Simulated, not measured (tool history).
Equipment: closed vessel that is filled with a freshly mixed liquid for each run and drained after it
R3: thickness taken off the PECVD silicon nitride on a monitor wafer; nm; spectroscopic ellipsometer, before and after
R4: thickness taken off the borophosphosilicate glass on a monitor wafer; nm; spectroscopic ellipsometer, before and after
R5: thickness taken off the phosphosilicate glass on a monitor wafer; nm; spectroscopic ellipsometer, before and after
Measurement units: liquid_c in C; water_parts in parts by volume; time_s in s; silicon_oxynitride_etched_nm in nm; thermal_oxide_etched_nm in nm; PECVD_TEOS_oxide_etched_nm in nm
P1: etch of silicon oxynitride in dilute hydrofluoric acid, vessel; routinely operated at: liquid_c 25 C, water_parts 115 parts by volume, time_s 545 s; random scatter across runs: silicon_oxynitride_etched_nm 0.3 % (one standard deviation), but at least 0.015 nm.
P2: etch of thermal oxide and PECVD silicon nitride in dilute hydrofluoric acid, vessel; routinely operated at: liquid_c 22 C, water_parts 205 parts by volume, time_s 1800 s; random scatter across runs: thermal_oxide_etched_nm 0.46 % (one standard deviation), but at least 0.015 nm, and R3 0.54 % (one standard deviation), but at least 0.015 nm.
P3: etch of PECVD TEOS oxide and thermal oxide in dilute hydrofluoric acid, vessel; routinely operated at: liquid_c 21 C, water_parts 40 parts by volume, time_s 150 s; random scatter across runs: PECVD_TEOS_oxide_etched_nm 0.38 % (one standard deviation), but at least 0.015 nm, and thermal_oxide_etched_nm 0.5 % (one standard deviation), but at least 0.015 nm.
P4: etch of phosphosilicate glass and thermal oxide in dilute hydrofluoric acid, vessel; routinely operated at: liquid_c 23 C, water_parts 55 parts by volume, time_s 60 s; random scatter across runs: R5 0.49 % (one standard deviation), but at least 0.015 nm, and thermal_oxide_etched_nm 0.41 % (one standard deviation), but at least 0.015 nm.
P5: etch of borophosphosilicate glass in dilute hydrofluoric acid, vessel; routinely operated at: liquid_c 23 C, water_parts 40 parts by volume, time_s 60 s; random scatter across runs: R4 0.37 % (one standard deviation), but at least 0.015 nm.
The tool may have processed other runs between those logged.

{"run": 1, "hour": 5.6, "process": "P1", "liquid_c": 25, "water_parts": 115, "time_s": 545, "silicon_oxynitride_etched_nm": 9.2068}
{"run": 2, "hour": 16.4, "process": "P2", "liquid_c": 22, "water_parts": 205, "time_s": 465, "thermal_oxide_etched_nm": 8.6747, "R3": 4.2229}
{"run": 3, "hour": 23.4, "process": "P5", "liquid_c": 23, "water_parts": 40, "time_s": 60, "R4": 73.977}
{"run": 4, "hour": 33.0, "process": "P1", "liquid_c": 25, "water_parts": 115, "time_s": 545, "silicon_oxynitride_etched_nm": 9.1726}
{"run": 5, "hour": 40.4, "process": "P4", "liquid_c": 23, "water_parts": 55, "time_s": 30, "thermal_oxide_etched_nm": 2.6913, "R5": 33.7}
{"run": 6, "hour": 49.1, "process": "P1", "liquid_c": 25, "water_parts": 115, "time_s": 545, "silicon_oxynitride_etched_nm": 9.1875}
{"run": 7, "hour": 59.8, "process": "P1", "liquid_c": 25, "water_parts": 65, "time_s": 785, "silicon_oxynitride_etched_nm": 24.206}
{"run": 8, "hour": 68.1, "process": "P5", "liquid_c": 17, "water_parts": 40, "time_s": 60, "R4": 57.291}
{"run": 9, "hour": 73.6, "process": "P5", "liquid_c": 23, "water_parts": 40, "time_s": 60, "R4": 74.181}
{"run": 10, "hour": 80.9, "process": "P1", "liquid_c": 30, "water_parts": 115, "time_s": 270, "silicon_oxynitride_etched_nm": 5.674}
{"run": 11, "hour": 86.8, "process": "P2", "liquid_c": 29, "water_parts": 205, "time_s": 1800, "thermal_oxide_etched_nm": 43.052, "R3": 24.771}
{"run": 12, "hour": 95.9, "process": "P1", "liquid_c": 25, "water_parts": 20, "time_s": 545, "silicon_oxynitride_etched_nm": 57.096}
{"run": 13, "hour": 106.8, "process": "P1", "liquid_c": 32, "water_parts": 115, "time_s": 985, "silicon_oxynitride_etched_nm": 22.617}
{"run": 14, "hour": 115.7, "process": "P4", "liquid_c": 23, "water_parts": 20, "time_s": 60, "thermal_oxide_etched_nm": 15.545, "R5": 192.53}
{"run": 15, "hour": 122.8, "process": "P1", "liquid_c": 25, "water_parts": 115, "time_s": 1000, "silicon_oxynitride_etched_nm": 16.832}
{"run": 16, "hour": 133.8, "process": "P1", "liquid_c": 25, "water_parts": 175, "time_s": 545, "silicon_oxynitride_etched_nm": 5.7237}
{"run": 17, "hour": 140.3, "process": "P1", "liquid_c": 25, "water_parts": 115, "time_s": 545, "silicon_oxynitride_etched_nm": 9.1444}
{"run": 18, "hour": 150.7, "process": "P3", "liquid_c": 21, "water_parts": 40, "time_s": 150, "thermal_oxide_etched_nm": 17.252, "PECVD_TEOS_oxide_etched_nm": 42.978}
{"run": 19, "hour": 157.0, "process": "P3", "liquid_c": 17, "water_parts": 40, "time_s": 150, "thermal_oxide_etched_nm": 14.617, "PECVD_TEOS_oxide_etched_nm": 36}
{"run": 20, "hour": 166.5, "process": "P3", "liquid_c": 21, "water_parts": 65, "time_s": 150, "thermal_oxide_etched_nm": 10.345, "PECVD_TEOS_oxide_etched_nm": 25.549}
{"run": 21, "hour": 174.5, "process": "P5", "liquid_c": 23, "water_parts": 40, "time_s": 30, "R4": 36.816}
{"run": 22, "hour": 181.1, "process": "P3", "liquid_c": 21, "water_parts": 40, "time_s": 30, "thermal_oxide_etched_nm": 3.4884, "PECVD_TEOS_oxide_etched_nm": 8.5526}
{"run": 23, "hour": 188.2, "process": "P1", "liquid_c": 30, "water_parts": 115, "time_s": 545, "silicon_oxynitride_etched_nm": 11.463}
{"run": 24, "hour": 197.9, "process": "P4", "liquid_c": 23, "water_parts": 55, "time_s": 60, "thermal_oxide_etched_nm": 5.4012, "R5": 67.287}
{"run": 25, "hour": 204.9, "process": "P2", "liquid_c": 22, "water_parts": 305, "time_s": 1800, "thermal_oxide_etched_nm": 20.447, "R3": 10.908}
{"run": 26, "hour": 214.5, "process": "P4", "liquid_c": 23, "water_parts": 55, "time_s": 60, "thermal_oxide_etched_nm": 5.3976, "R5": 68.011}
{"run": 27, "hour": 222.3, "process": "P1", "liquid_c": 25, "water_parts": 115, "time_s": 545, "silicon_oxynitride_etched_nm": 9.1992}
{"run": 28, "hour": 228.3, "process": "P5", "liquid_c": 23, "water_parts": 20, "time_s": 60, "R4": 152.42}
{"run": 29, "hour": 235.1, "process": "P1", "liquid_c": 25, "water_parts": 115, "time_s": 545, "silicon_oxynitride_etched_nm": 9.1353}
{"run": 30, "hour": 245.0, "process": "P1", "liquid_c": 25, "water_parts": 115, "time_s": 85, "silicon_oxynitride_etched_nm": 1.4371}
{"run": 31, "hour": 250.3, "process": "P4", "liquid_c": 28, "water_parts": 55, "time_s": 60, "thermal_oxide_etched_nm": 6.6184, "R5": 83.099}
{"run": 32, "hour": 255.7, "process": "P1", "liquid_c": 20, "water_parts": 115, "time_s": 545, "silicon_oxynitride_etched_nm": 7.2297}
{"run": 33, "hour": 261.5, "process": "P2", "liquid_c": 22, "water_parts": 205, "time_s": 1800, "thermal_oxide_etched_nm": 33.708, "R3": 16.094}
{"run": 34, "hour": 271.6, "process": "P1", "liquid_c": 25, "water_parts": 115, "time_s": 545, "silicon_oxynitride_etched_nm": 9.1582}
{"run": 35, "hour": 282.0, "process": "P1", "liquid_c": 25, "water_parts": 115, "time_s": 545, "silicon_oxynitride_etched_nm": 8.7504}
{"run": 36, "hour": 288.2, "process": "P1", "liquid_c": 25, "water_parts": 115, "time_s": 545, "silicon_oxynitride_etched_nm": 8.6759}

Estimate the outcome of run 37 from the log above:
{"run": 37, "hour": 297.3, "process": "P1", "liquid_c": 25, "water_parts": 115, "time_s": 545, "silicon_oxynitride_etched_nm": "?"}

{"run 37": {"silicon_oxynitride_etched_nm": 8.5782}}
